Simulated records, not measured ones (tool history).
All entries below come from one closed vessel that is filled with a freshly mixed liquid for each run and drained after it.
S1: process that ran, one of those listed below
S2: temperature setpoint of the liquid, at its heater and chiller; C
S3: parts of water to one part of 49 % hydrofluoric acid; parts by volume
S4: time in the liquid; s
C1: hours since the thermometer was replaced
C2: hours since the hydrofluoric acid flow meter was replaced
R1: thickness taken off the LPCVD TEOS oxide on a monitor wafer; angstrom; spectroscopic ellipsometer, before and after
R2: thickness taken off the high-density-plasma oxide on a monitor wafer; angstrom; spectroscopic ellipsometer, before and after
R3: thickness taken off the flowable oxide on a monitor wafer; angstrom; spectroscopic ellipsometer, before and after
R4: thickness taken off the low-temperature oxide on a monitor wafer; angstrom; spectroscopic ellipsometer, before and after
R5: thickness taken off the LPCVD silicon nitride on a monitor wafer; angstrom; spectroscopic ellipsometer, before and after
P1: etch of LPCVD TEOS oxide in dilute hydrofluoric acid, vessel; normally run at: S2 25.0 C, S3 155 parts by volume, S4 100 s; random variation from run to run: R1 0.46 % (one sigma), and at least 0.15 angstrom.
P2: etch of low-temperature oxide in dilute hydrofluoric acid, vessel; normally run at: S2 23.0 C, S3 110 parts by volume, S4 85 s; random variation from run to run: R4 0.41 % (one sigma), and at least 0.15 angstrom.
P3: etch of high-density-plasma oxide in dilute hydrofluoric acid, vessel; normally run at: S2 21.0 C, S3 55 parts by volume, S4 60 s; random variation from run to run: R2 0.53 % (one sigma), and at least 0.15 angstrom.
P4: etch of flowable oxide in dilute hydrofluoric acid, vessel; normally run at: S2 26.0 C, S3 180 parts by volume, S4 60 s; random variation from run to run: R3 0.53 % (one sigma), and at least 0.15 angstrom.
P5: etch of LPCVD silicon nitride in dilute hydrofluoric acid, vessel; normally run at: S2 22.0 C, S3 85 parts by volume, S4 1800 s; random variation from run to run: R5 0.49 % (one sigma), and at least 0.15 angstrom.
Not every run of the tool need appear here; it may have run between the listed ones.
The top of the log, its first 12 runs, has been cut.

run	hour	S1	S2	S3	S4	C1	C2	R1	R2	R3	R4	R5
13	125.3	P1	30.5	155	100	923.1	1207.4	434.19				
14	135.9	P3	21.0	30	60	933.7	1218.0		140.500			
15	142.5	P4	26.0	180	60	940.3	1224.6			121.530		
16	155.1	P2	23.0	110	85	952.9	1237.2				78.786	
17	167.7	P5	22.0	85	1800	965.5	1249.8					95.765
18	173.7	P1	18.5	155	150	971.5	1255.8	409.74				
19	187.4	P1	25.0	225	100	985.2	1269.5	224.05				
20	193.7	P1	20.0	75	100	991.5	1275.8	659.46				
21	205.3	P1	25.0	155	100	1003.1	1287.4	353.21				
22	212.4	P1	25.0	155	100	1010.2	1294.5	355.35				
23	219.0	P3	21.0	55	60	1016.8	1301.1		75.949			
24	225.1	P1	25.0	80	100	1022.9	1307.2	750.99				
25	236.3	P2	23.0	110	155	1034.1	1318.4				142.150	
26	242.2	P4	26.0	180	30	1040.0	1324.3			60.723		
27	250.6	P3	17.0	55	60	1048.4	1332.7		63.389			
28	257.3	P2	23.0	110	85	1055.1	1339.4				78.973	
29	266.7	P4	19.0	180	60	1064.5	1348.8			91.834		
30	277.0	P1	25.0	155	100	1074.8	1359.1	355.20				
31	285.9	P5	30.0	85	1800	1083.7	1368.0					160.080

What does the tool deliver on the next run?
32	298.0	P1	29.5	155	50	1095.8	1380.1	?				

{"run 32": {"R1": 210.07}}

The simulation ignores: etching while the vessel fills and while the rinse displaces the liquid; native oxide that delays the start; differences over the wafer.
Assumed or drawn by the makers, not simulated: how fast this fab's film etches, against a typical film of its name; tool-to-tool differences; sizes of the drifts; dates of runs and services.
